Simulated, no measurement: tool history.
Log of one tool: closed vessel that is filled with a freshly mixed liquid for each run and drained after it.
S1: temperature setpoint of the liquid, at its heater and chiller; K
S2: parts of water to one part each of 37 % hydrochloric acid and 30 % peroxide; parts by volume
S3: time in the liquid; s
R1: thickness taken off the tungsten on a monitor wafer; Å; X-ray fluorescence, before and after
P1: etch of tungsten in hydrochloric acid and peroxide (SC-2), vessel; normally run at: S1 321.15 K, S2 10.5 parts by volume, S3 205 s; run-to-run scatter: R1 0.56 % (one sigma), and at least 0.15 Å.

{"run": 1, "hour": 14.7, "S1": 321.15, "S2": 10.5, "S3": 205, "R1": 286.53}
{"run": 2, "hour": 26.6, "S1": 321.15, "S2": 4.0, "S3": 205, "R1": 592.29}
{"run": 3, "hour": 40.7, "S1": 321.15, "S2": 10.5, "S3": 205, "R1": 285.97}
{"run": 4, "hour": 54.0, "S1": 311.65, "S2": 10.5, "S3": 205, "R1": 148.95}
{"run": 5, "hour": 63.4, "S1": 321.15, "S2": 10.5, "S3": 385, "R1": 538.56}
{"run": 6, "hour": 79.6, "S1": 321.15, "S2": 10.5, "S3": 205, "R1": 287.87}
{"run": 7, "hour": 92.1, "S1": 321.15, "S2": 10.5, "S3": 80, "R1": 112.02}
{"run": 8, "hour": 108.7, "S1": 321.15, "S2": 10.5, "S3": 205, "R1": 287.45}
{"run": 9, "hour": 124.7, "S1": 321.15, "S2": 10.5, "S3": 205, "R1": 286.73}
{"run": 10, "hour": 136.8, "S1": 308.15, "S2": 10.5, "S3": 365, "R1": 201.49}
{"run": 11, "hour": 145.1, "S1": 321.15, "S2": 10.5, "S3": 205, "R1": 285.94}
{"run": 12, "hour": 156.9, "S1": 333.65, "S2": 10.5, "S3": 205, "R1": 639.47}
{"run": 13, "hour": 169.2, "S1": 321.15, "S2": 10.5, "S3": 205, "R1": 286.13}
{"run": 14, "hour": 184.3, "S1": 331.15, "S2": 18.0, "S3": 205, "R1": 343.75}
{"run": 15, "hour": 199.4, "S1": 321.15, "S2": 18.5, "S3": 205, "R1": 175.98}
{"run": 16, "hour": 209.1, "S1": 321.15, "S2": 10.5, "S3": 205, "R1": 285.56}
{"run": 17, "hour": 224.6, "S1": 321.15, "S2": 10.5, "S3": 205, "R1": 275.69}
{"run": 18, "hour": 242.3, "S1": 321.15, "S2": 10.5, "S3": 205, "R1": 267.93}
{"run": 19, "hour": 253.8, "S1": 321.15, "S2": 10.5, "S3": 205, "R1": 263.87}
{"hour": 257.0, "done": "new drum of peroxide connected"}
{"run": 20, "hour": 262.0, "S1": 321.15, "S2": 10.5, "S3": 205, "R1": 264.39}
{"run": 21, "hour": 271.6, "S1": 321.15, "S2": 10.5, "S3": 205, "R1": 262.43}
{"run": 22, "hour": 287.6, "S1": 321.15, "S2": 10.5, "S3": 205, "R1": 260.18}
{"run": 23, "hour": 297.5, "S1": 321.15, "S2": 10.5, "S3": 205, "R1": 259.83}
{"run": 24, "hour": 308.6, "S1": 321.15, "S2": 10.5, "S3": 205, "R1": 261.2}
{"run": 25, "hour": 317.2, "S1": 321.15, "S2": 10.5, "S3": 205, "R1": 260.83}
{"run": 26, "hour": 326.1, "S1": 321.15, "S2": 10.5, "S3": 205, "R1": 261.57}
{"run": 27, "hour": 335.1, "S1": 321.15, "S2": 10.5, "S3": 205, "R1": 259.4}

What P1 gives has crept away from where it was. These 2 causes fit the log equally well, each at the size given:
A: chemicals flow below the setpoint (%) = 11.1
B: liquid colder than its thermometer reads (K) = 1.47
The creep began at about hour 209.1.
Why every other cause is out:
peroxide weaker than its label (%): serviced at hour 257.0, which brought nothing back

4 check runs are offered, each on 3 wafers whose results are averaged, their results left as question marks. Which one tells the causes apart?
{"run": "check 1", "hour": 344.1, "S1": 313.65, "S2": 4.0, "S3": 205, "R1": "?"}
{"run": "check 2", "hour": 344.1, "S1": 321.15, "S2": 10.5, "S3": 100, "R1": "?"}
{"run": "check 3", "hour": 344.1, "S1": 329.65, "S2": 10.5, "S3": 205, "R1": "?"}
{"run": "check 4", "hour": 344.1, "S1": 321.15, "S2": 14.5, "S3": 335, "R1": "?"}

What each check would give under each cause:
check=check_1 result=R1 if_A=328.41 if_B=320.42
check=check_2 result=R1 if_A=126.60 if_B=126.61
check=check_3 result=R1 if_A=453.91 if_B=456.25
check=check_4 result=R1 if_A=319.90 if_B=321.31
How far apart the two closest causes lie, in the result that separates them most: check 1 2.46 %; check 2 0 %; check 3 0.51 %; check 4 0.44 %
Only check 1 tells the causes apart: in the others they would give nearly the same result.

Check 1 was then run and gave: R1 321.63 Å. Which cause is it?

It is B: liquid colder than its thermometer reads (K).
